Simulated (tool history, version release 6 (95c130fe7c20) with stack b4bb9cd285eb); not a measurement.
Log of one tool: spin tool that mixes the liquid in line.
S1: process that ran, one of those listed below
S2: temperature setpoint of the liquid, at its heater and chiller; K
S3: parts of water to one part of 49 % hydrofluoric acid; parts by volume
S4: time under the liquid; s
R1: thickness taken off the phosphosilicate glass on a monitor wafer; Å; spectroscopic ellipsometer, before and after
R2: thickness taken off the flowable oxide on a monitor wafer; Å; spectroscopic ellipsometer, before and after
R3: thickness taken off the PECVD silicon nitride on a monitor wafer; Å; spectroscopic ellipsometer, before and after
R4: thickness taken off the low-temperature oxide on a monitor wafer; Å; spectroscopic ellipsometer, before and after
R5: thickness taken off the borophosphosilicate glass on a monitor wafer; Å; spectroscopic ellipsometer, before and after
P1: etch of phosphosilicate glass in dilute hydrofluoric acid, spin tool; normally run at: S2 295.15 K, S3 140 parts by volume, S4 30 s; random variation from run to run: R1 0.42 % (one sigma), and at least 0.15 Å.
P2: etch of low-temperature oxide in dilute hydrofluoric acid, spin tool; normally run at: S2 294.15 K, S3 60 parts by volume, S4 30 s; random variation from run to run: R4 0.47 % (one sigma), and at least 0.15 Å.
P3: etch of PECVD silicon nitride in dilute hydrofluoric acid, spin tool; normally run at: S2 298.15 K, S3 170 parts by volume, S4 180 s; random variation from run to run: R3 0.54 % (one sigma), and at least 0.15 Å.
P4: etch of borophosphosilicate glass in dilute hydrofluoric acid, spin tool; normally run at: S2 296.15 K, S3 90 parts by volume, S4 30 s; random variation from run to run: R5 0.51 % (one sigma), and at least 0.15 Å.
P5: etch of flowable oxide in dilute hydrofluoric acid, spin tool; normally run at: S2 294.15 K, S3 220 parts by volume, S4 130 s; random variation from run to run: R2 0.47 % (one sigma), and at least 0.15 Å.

run,hour,S1,S2,S3,S4,R1,R2,R3,R4,R5
1,10,P1,295.15,140,30,205.99,,,,
2,16.4,P5,301.15,220,130,,187.29,,,
3,27.5,P3,298.15,170,180,,,40.739,,
4,39,P5,294.15,220,130,,144.83,,,
5,50.4,P2,300.15,60,30,,,,109.42,
6,59.8,P1,295.15,140,30,207.3,,,,
7,71.3,P1,295.15,140,30,206.12,,,,
8,77.9,P5,294.15,220,25,,27.458,,,
9,84.7,P2,294.15,60,30,,,,85.155,
10,92.5,P1,295.15,40,55,1490.2,,,,
11,101.4,P1,290.15,140,30,168.93,,,,
12,107.9,P2,294.15,20,30,,,,268.69,
13,115,P1,295.15,225,30,117.17,,,,
14,121,P2,294.15,60,15,,,,42.961,
15,132.4,P5,294.15,130,130,,266.6,,,
16,139.1,P1,295.15,140,15,102.35,,,,
17,146.7,P1,291.65,30,30,937.15,,,,
18,155.8,P3,298.15,170,320,,,73.578,,
19,164.7,P1,300.65,140,30,252.96,,,,
20,171,P4,296.15,90,30,,,,,160.38
21,181.6,P1,295.15,235,15,55.497,,,,
22,189.7,P4,296.15,90,30,,,,,161.03
23,201.3,P4,296.15,20,30,,,,,783.78
24,208.4,P1,295.15,140,30,206.37,,,,
25,215.8,P4,290.15,90,30,,,,,125.21
26,222.8,P1,295.15,60,30,532.32,,,,
27,230,P4,296.15,90,15,,,,,79.85
28,237.3,P3,304.15,170,180,,,59.646,,
29,248.1,P1,295.15,140,45,308.09,,,,
30,257.8,P3,298.15,265,180,,,26.525,,
31,266,P1,295.15,140,30,205.04,,,,
32,273.4,P1,295.15,140,30,200.53,,,,
33,281.6,P1,295.15,140,30,198.02,,,,
34,286.8,P1,295.15,140,30,197.87,,,,
35,295.5,P1,295.15,140,30,196.78,,,,
36,305.1,P1,295.15,140,30,195.11,,,,
37,310.4,P1,295.15,140,30,196.37,,,,
38,320.9,P1,295.15,140,30,195.66,,,,
39,328,P1,295.15,140,30,195.55,,,,

What P1 gives has crept away from where it was. These 2 causes fit the log equally well, each at the size given:
A: hydrofluoric acid flow below the setpoint (%) = 4.66
B: liquid colder than its thermometer reads (K) = 1.4
The creep began at about hour 266.

4 check runs are offered, one wafer each, their results left as question marks. Which one tells the causes apart?
check 1,335.1,P5,297.15,220,130,,?,,,
check 2,335.1,P3,298.15,170,310,,,?,,
check 3,335.1,P2,299.15,35,30,,,,?,
check 4,335.1,P4,296.15,40,20,,,,,?

What each check would give under each cause:
check,result,if A,if B
check 1,R2,151.99,153.13
check 2,R3,67.552,64.781
check 3,R4,177.57,176.22
check 4,R5,243.32,241.27
How far apart the two closest causes lie, in the result that separates them most: check 1 0.75 %; check 2 4.19 %; check 3 0.76 %; check 4 0.84 %
Check 2 tells the causes apart: in the others they would give nearly the same result.

Check 2 was then run and gave: R3 67.369 Å. Which cause is it?

It is A: hydrofluoric acid flow below the setpoint (%).
